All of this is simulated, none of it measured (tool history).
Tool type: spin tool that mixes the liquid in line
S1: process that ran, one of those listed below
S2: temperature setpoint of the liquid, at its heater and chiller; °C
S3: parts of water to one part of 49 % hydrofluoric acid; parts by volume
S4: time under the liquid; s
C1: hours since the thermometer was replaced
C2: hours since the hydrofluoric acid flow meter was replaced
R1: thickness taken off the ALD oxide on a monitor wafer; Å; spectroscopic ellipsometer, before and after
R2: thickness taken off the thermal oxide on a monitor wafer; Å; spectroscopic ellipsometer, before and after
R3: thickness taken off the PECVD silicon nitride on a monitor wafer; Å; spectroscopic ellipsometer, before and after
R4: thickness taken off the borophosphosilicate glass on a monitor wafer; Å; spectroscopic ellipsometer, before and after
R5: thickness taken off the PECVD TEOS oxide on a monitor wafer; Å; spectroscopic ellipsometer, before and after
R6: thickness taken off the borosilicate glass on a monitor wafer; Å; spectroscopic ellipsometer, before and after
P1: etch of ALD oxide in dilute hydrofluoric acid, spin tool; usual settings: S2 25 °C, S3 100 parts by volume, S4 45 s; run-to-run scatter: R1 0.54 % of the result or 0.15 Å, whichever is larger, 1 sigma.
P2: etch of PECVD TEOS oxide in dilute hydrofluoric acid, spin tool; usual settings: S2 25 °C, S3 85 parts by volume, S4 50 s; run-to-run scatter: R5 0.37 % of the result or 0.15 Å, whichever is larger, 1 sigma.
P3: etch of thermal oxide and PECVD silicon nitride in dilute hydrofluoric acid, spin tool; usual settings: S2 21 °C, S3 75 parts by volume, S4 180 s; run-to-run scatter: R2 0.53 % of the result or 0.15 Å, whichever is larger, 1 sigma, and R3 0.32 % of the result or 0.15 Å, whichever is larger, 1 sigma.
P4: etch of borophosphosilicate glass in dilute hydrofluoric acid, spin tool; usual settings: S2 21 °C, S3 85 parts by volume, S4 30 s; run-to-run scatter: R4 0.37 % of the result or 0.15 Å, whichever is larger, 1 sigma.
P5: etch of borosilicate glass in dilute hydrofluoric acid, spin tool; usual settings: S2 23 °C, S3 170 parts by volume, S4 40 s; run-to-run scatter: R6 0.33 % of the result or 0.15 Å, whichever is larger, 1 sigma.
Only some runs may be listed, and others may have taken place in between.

run	hour	S1	S2	S3	S4	C1	C2	R1	R2	R3	R4	R5	R6
1	16.2	P1	25	100	45	1692.9	990.1	46.543					
2	31.4	P3	27	75	180	1708.1	1005.3		128.88	136.39			
3	41.8	P1	25	100	20	1718.5	1015.7	20.995					
4	54.6	P1	25	30	45	1731.3	1028.5	170.39					
5	68.6	P4	21	85	30	1745.3	1042.5				241.8		
6	78.6	P1	25	100	45	1755.3	1052.5	46.898					
7	91.5	P1	25	140	20	1768.2	1065.4	14.089					
8	106.7	P1	32	100	45	1783.4	1080.6	61.385					
9	120.5	P1	25	100	45	1797.2	1094.4	46.547					
10	131.4	P3	21	75	180	1808.1	1105.3		100.86	91.657			
11	144.6	P1	25	155	45	1821.3	1118.5	28.369					
12	161.3	P3	21	30	180	1838	1135.2		264.85	222.37			
13	177.5	P1	25	100	45	1854.2	1151.4	46.411					
14	187.1	P1	25	100	45	1863.8	1161	46.296					
15	198.8	P1	18.5	100	45	1875.5	1172.7	35.97					
16	208.2	P2	25	85	90	1884.9	1182.1					171.81	
17	220.2	P2	25	45	50	1896.9	1194.1					190.93	
18	229.7	P5	23	45	40	1906.4	1203.6						464.26
19	244.3	P1	25	100	45	1921	1218.2	46.675					
20	260.2	P2	32.5	85	50	1936.9	1234.1					127.36	
21	271.7	P5	23	170	70	1948.4	1245.6						185.8
22	286.8	P1	25	100	80	1963.5	1260.7	83.251					
23	298.6	P4	21	40	30	1975.3	1272.5				542.73		
24	307	P5	23	170	40	1983.7	1280.9						106.42
25	316.8	P1	29.5	175	45	1993.5	1290.7	28.358					
26	331.6	P2	25	85	50	2008.3	1305.5					95.051	
27	343.1	P2	25	85	50	2019.8	1317					95.079	
28	358.8	P3	21	75	330	2035.5	1332.7		184.23	168.14			
29	367.9	P5	30	170	40	2044.6	1341.8						137.09
30	380.3	P4	21	85	15	2057	1354.2				121.51		
31	389.5	P1	30.5	140	45	2066.2	1363.4	39.064					
32	405.6	P4	28.5	85	30	2082.3	1379.5				328.07		
33	422.3	P1	25	100	45	2099	1396.2	46.6					
34	434.4	P1	25	100	45	2111.1	1408.3	45.393					
35	443.1	P1	25	100	45	2119.8	1417	44.483					
36	457.5	P1	25	100	45	2134.2	1431.4	43.71					
37	469.8	P1	25	100	45	2146.5	1443.7	43.884					
38	484.5	P1	25	100	45	2161.2	1458.4	42.996					
39	495.6	P1	25	100	45	2172.3	1469.5	43.389					
40	504.2	P1	25	100	45	2180.9	1478.1	42.885					
41	512	P1	25	100	45	2188.7	1485.9	43.41					

The log shows P1 creeping away from where it was. Any of the 2 causes listed here, at the size stated for it, fits the log just as well as the others:
A: liquid colder than its thermometer reads (K) = 2.02
B: hydrofluoric acid flow below the setpoint (%) = 6.83
The drift started at roughly hour 422.3.

Below are 4 check runs, each on a single wafer, with their results shown as question marks. Which of them would tell the listed causes apart, meaning the causes would give clearly different results under it?
check 1	519.8	P2	25	85	50							?	
check 2	519.8	P4	21	85	30						?		
check 3	519.8	P3	21	75	180				?	?			
check 4	519.8	P5	23	170	40								?

Predicted outcomes, by check and by cause:
check	result	if A	if B
check 1	R5	88.129	88.325
check 2	R4	222.89	224.19
check 3	R2	92.363	93.018
check 3	R3	79.497	85.235
check 4	R6	97.819	97.194
Minimum pairwise separation of causes per check, each pair taken at its best-separating result: check 1 0.22 %; check 2 0.58 %; check 3 6.97 %; check 4 0.64 %
Check 3 tells the causes apart: in the others they would give nearly the same result.

Check 3 was carried out, with these results: R2 92.379 Å; R3 85.018 Å. Which of the listed causes is responsible?

The correct cause is B, namely: hydrofluoric acid flow below the setpoint (%).

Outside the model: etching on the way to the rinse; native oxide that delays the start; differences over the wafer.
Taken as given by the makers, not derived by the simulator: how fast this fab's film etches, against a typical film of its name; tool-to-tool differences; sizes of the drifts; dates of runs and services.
